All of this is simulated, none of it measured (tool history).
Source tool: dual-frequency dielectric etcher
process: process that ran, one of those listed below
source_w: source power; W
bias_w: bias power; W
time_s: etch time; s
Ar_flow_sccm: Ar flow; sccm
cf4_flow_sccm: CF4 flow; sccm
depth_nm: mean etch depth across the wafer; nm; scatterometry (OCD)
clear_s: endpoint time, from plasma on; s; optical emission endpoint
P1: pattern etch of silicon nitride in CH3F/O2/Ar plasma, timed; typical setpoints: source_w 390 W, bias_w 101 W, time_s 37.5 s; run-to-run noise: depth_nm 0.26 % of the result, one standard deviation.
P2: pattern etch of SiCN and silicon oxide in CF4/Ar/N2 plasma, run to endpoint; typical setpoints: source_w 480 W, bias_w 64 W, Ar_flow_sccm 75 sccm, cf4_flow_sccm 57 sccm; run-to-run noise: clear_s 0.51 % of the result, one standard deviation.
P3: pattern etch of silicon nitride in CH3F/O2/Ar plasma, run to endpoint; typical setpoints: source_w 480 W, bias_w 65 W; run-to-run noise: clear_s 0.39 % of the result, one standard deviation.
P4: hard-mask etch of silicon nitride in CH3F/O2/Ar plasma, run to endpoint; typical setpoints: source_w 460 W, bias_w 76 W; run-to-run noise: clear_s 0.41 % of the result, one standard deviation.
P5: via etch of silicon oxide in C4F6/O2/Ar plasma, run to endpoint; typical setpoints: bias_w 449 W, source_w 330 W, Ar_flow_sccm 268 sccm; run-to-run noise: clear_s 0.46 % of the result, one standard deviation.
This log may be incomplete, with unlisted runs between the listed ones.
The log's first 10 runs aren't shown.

run     day  process  source_w  bias_w  time_s  Ar_flow_sccm  cf4_flow_sccm  hours since the last wet clean  hours since the last source power generator calibration  hours since the last bias power generator calibration  depth_nm  clear_s
 11   6.679       P3       650      65                                                                485.8                                                   3388.6                                                 1704.9              56.88
 12   7.125       P2       480      64                    55             57                           496.5                                                   3399.3                                                 1715.6             15.727
 13   7.833       P1       390     101    37.5                                                        513.5                                                   3416.3                                                 1732.6    29.135
 14   8.404       P2       480      64                    75             77                           527.2                                                     3430                                                 1746.3              15.84
 15   9.071       P5       330     449                   164                                          543.2                                                     3446                                                 1762.3             36.674
 16   9.475       P1       390     123    37.5                                                        552.9                                                   3455.7                                                   1772    31.299
 17   9.904       P4       280      76                                                                563.2                                                     3466                                                 1782.3             64.546
 18  10.521       P1       260      82    37.5                                                          578                                                   3480.8                                                 1797.1    23.208
 19    10.9       P5       440     449                   268                                          587.1                                                   3489.9                                                 1806.2             34.743
 20  11.388       P5       330     289                   268                                          598.8                                                   3501.6                                                 1817.9             45.625
 21  11.829       P2       480      64                    75             57                           609.4                                                   3512.2                                                 1828.5             16.586
 22  12.454       P3       480      65                                                                624.4                                                   3527.2                                                 1843.5             63.768
 23  13.033       P1       270     101    37.5                                                        638.3                                                   3541.1                                                 1857.4    25.416
 24  13.558       P5       330     449                   268                                          650.9                                                   3553.7                                                   1870             38.785
 25  14.262       P3       480      65                                                                667.8                                                   3570.6                                                 1886.9             63.965
 26  14.658       P3       480      40                                                                677.3                                                   3580.1                                                 1896.4             74.185
 27  15.112       P1       550     101    37.5                                                        688.2                                                     3591                                                 1907.3    33.167
 28    15.6       P2       480      40                    75             57                           699.9                                                   3602.7                                                   1919             19.189
 29   16.05       P2       650      64                    75             57                           710.7                                                   3613.5                                                 1929.8             12.602
 30  16.538       P4       460      93                                                                722.4                                                   3625.2                                                 1941.5             49.802
 31  16.896       P1       390     101    27.5                                                          731                                                   3633.8                                                 1950.1    21.394
 32  17.504       P1       240     101    27.5                                                        745.6                                                   3648.4                                                 1964.7    17.934
 33  18.029       P1       390     101    37.5                                                        758.2                                                     3661                                                 1977.3    29.297
 34  18.654       P1       390     101    37.5                                                        773.2                                                     3676                                                 1992.3    29.087
 35  19.396       P1       390     101    37.5                                                          791                                                   3693.8                                                 2010.1    28.868

Run 36 comes next. What will it give?
 36  19.783       P1       390     101    37.5                                                        800.3                                                   3703.1                                                 2019.4         ?

depth_nm: 28.909 nm
